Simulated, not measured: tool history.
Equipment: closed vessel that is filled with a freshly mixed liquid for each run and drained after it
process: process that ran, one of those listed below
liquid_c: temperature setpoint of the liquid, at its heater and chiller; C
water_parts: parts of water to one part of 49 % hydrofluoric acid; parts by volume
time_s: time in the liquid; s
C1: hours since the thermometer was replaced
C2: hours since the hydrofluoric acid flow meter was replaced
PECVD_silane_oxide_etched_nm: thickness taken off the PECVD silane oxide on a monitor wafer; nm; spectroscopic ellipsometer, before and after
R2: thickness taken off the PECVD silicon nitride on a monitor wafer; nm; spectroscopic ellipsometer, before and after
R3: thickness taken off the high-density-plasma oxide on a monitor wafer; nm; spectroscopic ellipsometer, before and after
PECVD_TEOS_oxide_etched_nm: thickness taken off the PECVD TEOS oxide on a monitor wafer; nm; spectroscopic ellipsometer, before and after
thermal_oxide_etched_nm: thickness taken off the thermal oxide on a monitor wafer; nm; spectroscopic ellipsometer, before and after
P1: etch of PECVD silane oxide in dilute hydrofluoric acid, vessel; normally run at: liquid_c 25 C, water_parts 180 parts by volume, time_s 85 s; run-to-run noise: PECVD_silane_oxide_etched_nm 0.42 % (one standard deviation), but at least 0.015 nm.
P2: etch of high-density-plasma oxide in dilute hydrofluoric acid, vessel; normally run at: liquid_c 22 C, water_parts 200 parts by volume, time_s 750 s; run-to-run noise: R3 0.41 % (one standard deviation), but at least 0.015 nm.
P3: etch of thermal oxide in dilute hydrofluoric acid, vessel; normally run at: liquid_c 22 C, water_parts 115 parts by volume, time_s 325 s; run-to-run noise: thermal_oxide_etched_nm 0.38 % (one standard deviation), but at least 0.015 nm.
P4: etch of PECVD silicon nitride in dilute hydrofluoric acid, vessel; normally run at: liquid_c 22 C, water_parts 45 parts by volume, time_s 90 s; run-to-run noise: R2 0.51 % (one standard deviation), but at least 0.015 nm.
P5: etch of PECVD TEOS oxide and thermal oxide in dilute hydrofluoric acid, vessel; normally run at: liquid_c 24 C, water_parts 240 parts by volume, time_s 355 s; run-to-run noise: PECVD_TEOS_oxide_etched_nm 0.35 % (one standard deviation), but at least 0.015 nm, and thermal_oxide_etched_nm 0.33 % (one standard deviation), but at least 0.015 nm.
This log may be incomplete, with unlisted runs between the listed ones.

{"run": 1, "day": 0.367, "process": "P1", "liquid_c": 25, "water_parts": 180, "time_s": 85, "C1": 295.5, "C2": 835.1, "PECVD_silane_oxide_etched_nm": 8.4535}
{"run": 2, "day": 0.746, "process": "P1", "liquid_c": 25, "water_parts": 300, "time_s": 85, "C1": 304.6, "C2": 844.2, "PECVD_silane_oxide_etched_nm": 4.4431}
{"run": 3, "day": 0.992, "process": "P4", "liquid_c": 22, "water_parts": 45, "time_s": 90, "C1": 310.5, "C2": 850.1, "R2": 6.1405}
{"run": 4, "day": 1.475, "process": "P1", "liquid_c": 25, "water_parts": 265, "time_s": 50, "C1": 322.1, "C2": 861.7, "PECVD_silane_oxide_etched_nm": 3.0575}
{"run": 5, "day": 2.017, "process": "P1", "liquid_c": 29, "water_parts": 180, "time_s": 85, "C1": 335.1, "C2": 874.7, "PECVD_silane_oxide_etched_nm": 9.695}
{"run": 6, "day": 2.429, "process": "P4", "liquid_c": 22, "water_parts": 20, "time_s": 90, "C1": 345.0, "C2": 884.6, "R2": 13.357}
{"run": 7, "day": 2.704, "process": "P1", "liquid_c": 17, "water_parts": 180, "time_s": 85, "C1": 351.6, "C2": 891.2, "PECVD_silane_oxide_etched_nm": 6.2029}
{"run": 8, "day": 3.25, "process": "P2", "liquid_c": 22, "water_parts": 90, "time_s": 750, "C1": 364.7, "C2": 904.3, "R3": 69.015}
{"run": 9, "day": 3.562, "process": "P5", "liquid_c": 24, "water_parts": 240, "time_s": 355, "C1": 372.2, "C2": 911.8, "PECVD_TEOS_oxide_etched_nm": 33.156, "thermal_oxide_etched_nm": 6.2271}
{"run": 10, "day": 3.883, "process": "P1", "liquid_c": 25, "water_parts": 275, "time_s": 30, "C1": 379.9, "C2": 919.5, "PECVD_silane_oxide_etched_nm": 1.7604}
{"run": 11, "day": 4.171, "process": "P5", "liquid_c": 28, "water_parts": 240, "time_s": 355, "C1": 386.8, "C2": 926.4, "PECVD_TEOS_oxide_etched_nm": 38.687, "thermal_oxide_etched_nm": 7.163}
{"run": 12, "day": 4.529, "process": "P1", "liquid_c": 25, "water_parts": 180, "time_s": 85, "C1": 395.4, "C2": 935.0, "PECVD_silane_oxide_etched_nm": 8.4607}
{"run": 13, "day": 5.05, "process": "P3", "liquid_c": 22, "water_parts": 190, "time_s": 325, "C1": 407.9, "C2": 947.5, "thermal_oxide_etched_nm": 7.1671}
{"run": 14, "day": 5.525, "process": "P4", "liquid_c": 22, "water_parts": 45, "time_s": 90, "C1": 419.3, "C2": 958.9, "R2": 6.1436}
{"run": 15, "day": 5.983, "process": "P1", "liquid_c": 25, "water_parts": 180, "time_s": 85, "C1": 430.3, "C2": 969.9, "PECVD_silane_oxide_etched_nm": 8.3605}
{"run": 16, "day": 6.35, "process": "P1", "liquid_c": 30, "water_parts": 180, "time_s": 40, "C1": 439.1, "C2": 978.7, "PECVD_silane_oxide_etched_nm": 4.7552}
{"run": 17, "day": 6.654, "process": "P5", "liquid_c": 24, "water_parts": 240, "time_s": 65, "C1": 446.4, "C2": 986.0, "PECVD_TEOS_oxide_etched_nm": 6.0831, "thermal_oxide_etched_nm": 1.16}
{"run": 18, "day": 7.092, "process": "P4", "liquid_c": 28, "water_parts": 45, "time_s": 90, "C1": 456.9, "C2": 996.5, "R2": 9.2301}
{"run": 19, "day": 7.529, "process": "P1", "liquid_c": 25, "water_parts": 180, "time_s": 155, "C1": 467.4, "C2": 1007.0, "PECVD_silane_oxide_etched_nm": 15.404}
{"run": 20, "day": 7.938, "process": "P3", "liquid_c": 22, "water_parts": 115, "time_s": 325, "C1": 477.2, "C2": 1016.8, "thermal_oxide_etched_nm": 12.786}
{"run": 21, "day": 8.258, "process": "P5", "liquid_c": 24, "water_parts": 240, "time_s": 355, "C1": 484.9, "C2": 1024.5, "PECVD_TEOS_oxide_etched_nm": 33.503, "thermal_oxide_etched_nm": 6.2286}
{"run": 22, "day": 8.762, "process": "P1", "liquid_c": 25, "water_parts": 60, "time_s": 85, "C1": 497.0, "C2": 1036.6, "PECVD_silane_oxide_etched_nm": 29.413}
{"run": 23, "day": 9.208, "process": "P5", "liquid_c": 24, "water_parts": 100, "time_s": 355, "C1": 507.7, "C2": 1047.3, "PECVD_TEOS_oxide_etched_nm": 93.438, "thermal_oxide_etched_nm": 17.531}
{"run": 24, "day": 9.638, "process": "P4", "liquid_c": 22, "water_parts": 45, "time_s": 30, "C1": 518.0, "C2": 1057.6, "R2": 2.0329}
{"run": 25, "day": 10.2, "process": "P2", "liquid_c": 22, "water_parts": 200, "time_s": 750, "C1": 531.5, "C2": 1071.1, "R3": 27.563}
{"run": 26, "day": 10.45, "process": "P1", "liquid_c": 25, "water_parts": 180, "time_s": 85, "C1": 537.5, "C2": 1077.1, "PECVD_silane_oxide_etched_nm": 8.4583}
{"run": 27, "day": 10.946, "process": "P3", "liquid_c": 22, "water_parts": 115, "time_s": 155, "C1": 549.4, "C2": 1089.0, "thermal_oxide_etched_nm": 6.1137}
{"run": 28, "day": 11.258, "process": "P2", "liquid_c": 17, "water_parts": 200, "time_s": 750, "C1": 556.9, "C2": 1096.5, "R3": 22.64}
{"run": 29, "day": 11.771, "process": "P1", "liquid_c": 25, "water_parts": 180, "time_s": 85, "C1": 569.2, "C2": 1108.8, "PECVD_silane_oxide_etched_nm": 8.4304}
{"run": 30, "day": 12.296, "process": "P1", "liquid_c": 25, "water_parts": 180, "time_s": 30, "C1": 581.8, "C2": 1121.4, "PECVD_silane_oxide_etched_nm": 2.9787}
{"run": 31, "day": 12.75, "process": "P3", "liquid_c": 30, "water_parts": 115, "time_s": 325, "C1": 592.7, "C2": 1132.3, "thermal_oxide_etched_nm": 17.385}
{"run": 32, "day": 13.1, "process": "P2", "liquid_c": 22, "water_parts": 200, "time_s": 70, "C1": 601.1, "C2": 1140.7, "R3": 2.5923}
{"run": 33, "day": 13.35, "process": "P1", "liquid_c": 25, "water_parts": 180, "time_s": 85, "C1": 607.1, "C2": 1146.7, "PECVD_silane_oxide_etched_nm": 8.3814}
{"run": 34, "day": 13.6, "process": "P1", "liquid_c": 25, "water_parts": 180, "time_s": 85, "C1": 613.1, "C2": 1152.7, "PECVD_silane_oxide_etched_nm": 8.3041}
{"run": 35, "day": 14.079, "process": "P1", "liquid_c": 25, "water_parts": 180, "time_s": 85, "C1": 624.6, "C2": 1164.2, "PECVD_silane_oxide_etched_nm": 8.0517}
{"run": 36, "day": 14.354, "process": "P1", "liquid_c": 25, "water_parts": 180, "time_s": 85, "C1": 631.2, "C2": 1170.8, "PECVD_silane_oxide_etched_nm": 8.0454}
{"run": 37, "day": 14.646, "process": "P1", "liquid_c": 25, "water_parts": 180, "time_s": 85, "C1": 638.2, "C2": 1177.8, "PECVD_silane_oxide_etched_nm": 7.9956}
{"run": 38, "day": 14.946, "process": "P1", "liquid_c": 25, "water_parts": 180, "time_s": 85, "C1": 645.4, "C2": 1185.0, "PECVD_silane_oxide_etched_nm": 7.9015}
{"run": 39, "day": 15.333, "process": "P1", "liquid_c": 25, "water_parts": 180, "time_s": 85, "C1": 654.7, "C2": 1194.3, "PECVD_silane_oxide_etched_nm": 7.8771}
{"run": 40, "day": 15.862, "process": "P1", "liquid_c": 25, "water_parts": 180, "time_s": 85, "C1": 667.4, "C2": 1207.0, "PECVD_silane_oxide_etched_nm": 7.835}
{"run": 41, "day": 16.367, "process": "P1", "liquid_c": 25, "water_parts": 180, "time_s": 85, "C1": 679.5, "C2": 1219.1, "PECVD_silane_oxide_etched_nm": 7.9693}

Compared with where it was, what P1 gives has crept away. Each cause listed below fits the log as well as the rest, at the size given for it:
A: liquid colder than its thermometer reads (K) = 1.81
B: hydrofluoric acid flow below the setpoint (%) = 5.45
The creep began at about day 13.350.

Of the 4 check runs listed below, each run on one wafer and each result written as a question mark, which would let you distinguish the listed causes because they would give clearly different results?
{"run": "check 1", "day": 16.871, "process": "P5", "liquid_c": 24, "water_parts": 240, "time_s": 355, "PECVD_TEOS_oxide_etched_nm": "?", "thermal_oxide_etched_nm": "?"}
{"run": "check 2", "day": 16.871, "process": "P3", "liquid_c": 22, "water_parts": 115, "time_s": 325, "thermal_oxide_etched_nm": "?"}
{"run": "check 3", "day": 16.871, "process": "P2", "liquid_c": 22, "water_parts": 200, "time_s": 750, "R3": "?"}
{"run": "check 4", "day": 16.871, "process": "P4", "liquid_c": 22, "water_parts": 45, "time_s": 90, "R2": "?"}

Outcome of each check run for each possible cause:
check=check_1 result=PECVD_TEOS_oxide_etched_nm if_A=31.1910 if_B=31.0570
check=check_1 result=thermal_oxide_etched_nm if_A=5.8406 if_B=5.8157
check=check_2 result=thermal_oxide_etched_nm if_A=11.8730 if_B=11.9830
check=check_3 result=R3 if_A=25.6610 if_B=25.6930
check=check_4 result=R2 if_A=5.4367 if_B=5.8338
Separation of the two closest causes in each check, using whichever result separates them best: check 1 0.43 %; check 2 0.93 %; check 3 0.12 %; check 4 7.05 %
Check 4 tells the causes apart: in the others they would give nearly the same result.

The results of check 4 are: R2 5.4720 nm. Based on these, which of the listed causes is it?

Of the candidate causes, it is A: liquid colder than its thermometer reads (K).

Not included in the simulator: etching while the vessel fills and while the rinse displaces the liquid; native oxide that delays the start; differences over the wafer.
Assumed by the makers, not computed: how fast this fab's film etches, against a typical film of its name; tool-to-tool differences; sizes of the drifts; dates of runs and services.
